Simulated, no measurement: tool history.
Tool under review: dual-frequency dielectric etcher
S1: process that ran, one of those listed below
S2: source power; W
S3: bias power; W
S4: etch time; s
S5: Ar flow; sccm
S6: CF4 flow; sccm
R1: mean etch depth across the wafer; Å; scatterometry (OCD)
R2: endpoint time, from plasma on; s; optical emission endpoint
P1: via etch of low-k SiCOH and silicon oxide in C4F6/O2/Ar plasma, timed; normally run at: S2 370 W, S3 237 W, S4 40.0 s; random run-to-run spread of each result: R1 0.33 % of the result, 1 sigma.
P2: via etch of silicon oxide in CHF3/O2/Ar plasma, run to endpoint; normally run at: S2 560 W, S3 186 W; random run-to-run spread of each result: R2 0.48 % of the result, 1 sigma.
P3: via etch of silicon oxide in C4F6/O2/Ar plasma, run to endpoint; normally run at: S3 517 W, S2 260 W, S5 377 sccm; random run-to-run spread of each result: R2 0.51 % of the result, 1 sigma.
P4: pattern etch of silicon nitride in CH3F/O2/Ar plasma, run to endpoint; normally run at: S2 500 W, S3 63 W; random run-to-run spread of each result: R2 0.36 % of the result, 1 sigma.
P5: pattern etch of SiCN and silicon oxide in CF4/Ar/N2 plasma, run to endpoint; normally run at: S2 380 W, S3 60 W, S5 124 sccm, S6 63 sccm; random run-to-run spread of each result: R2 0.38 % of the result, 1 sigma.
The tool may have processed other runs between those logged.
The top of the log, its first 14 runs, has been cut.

Run 15, hour 130.8: S1 P4, S2 500 W, S3 63 W. Result: R2 84.325 s.
Run 16, hour 136.3: S1 P1, S2 300 W, S3 237 W, S4 40.0 s. Result: R1 1002.10 Å.
Run 17, hour 143.4: S1 P1, S2 370 W, S3 237 W, S4 27.5 s. Result: R1 744.60 Å.
Run 18, hour 149.6: S1 P2, S2 560 W, S3 186 W. Result: R2 297.600 s.
Run 19, hour 157.7: S1 P4, S2 500 W, S3 63 W. Result: R2 84.471 s.
Run 20, hour 163.8: S1 P1, S2 370 W, S3 237 W, S4 40.0 s. Result: R1 1086.20 Å.
Run 21, hour 173.1: S1 P1, S2 370 W, S3 237 W, S4 40.0 s. Result: R1 1086.70 Å.
Run 22, hour 179.0: S1 P1, S2 370 W, S3 177 W, S4 40.0 s. Result: R1 985.64 Å.
Run 23, hour 186.6: S1 P1, S2 460 W, S3 237 W, S4 40.0 s. Result: R1 1181.20 Å.
Run 24, hour 196.1: S1 P2, S2 750 W, S3 186 W. Result: R2 266.080 s.
Run 25, hour 203.0: S1 P2, S2 560 W, S3 254 W. Result: R2 266.660 s.
Run 26, hour 215.3: S1 P3, S2 260 W, S3 697 W, S5 377 sccm. Result: R2 31.117 s.
Run 27, hour 224.6: S1 P1, S2 370 W, S3 312 W, S4 58.5 s. Result: R1 1741.50 Å.
Run 28, hour 236.7: S1 P5, S2 380 W, S3 41 W, S5 124 sccm, S6 63 sccm. Result: R2 26.451 s.
Run 29, hour 245.2: S1 P4, S2 500 W, S3 41 W. Result: R2 96.280 s.
Run 30, hour 252.8: S1 P1, S2 370 W, S3 237 W, S4 40.0 s. Result: R1 1082.40 Å.
Run 31, hour 262.6: S1 P1, S2 370 W, S3 237 W, S4 40.0 s. Result: R1 1080.40 Å.
Run 32, hour 274.0: S1 P1, S2 370 W, S3 237 W, S4 40.0 s. Result: R1 1066.90 Å.
Run 33, hour 280.4: S1 P1, S2 370 W, S3 237 W, S4 40.0 s. Result: R1 1076.80 Å.
Run 34, hour 289.4: S1 P1, S2 370 W, S3 237 W, S4 40.0 s. Result: R1 1066.90 Å.
At hour 293.9: wet clean of the chamber.
Run 35, hour 295.4: S1 P1, S2 370 W, S3 237 W, S4 40.0 s. Result: R1 1076.50 Å.
Run 36, hour 305.8: S1 P1, S2 370 W, S3 237 W, S4 40.0 s. Result: R1 1071.50 Å.

For run 37, what comes out?
Run 37, hour 311.7: S1 P1, S2 370 W, S3 237 W, S4 40.0 s. Result: R1 ?.

Logged for run 37: R1 1068.40 Å.
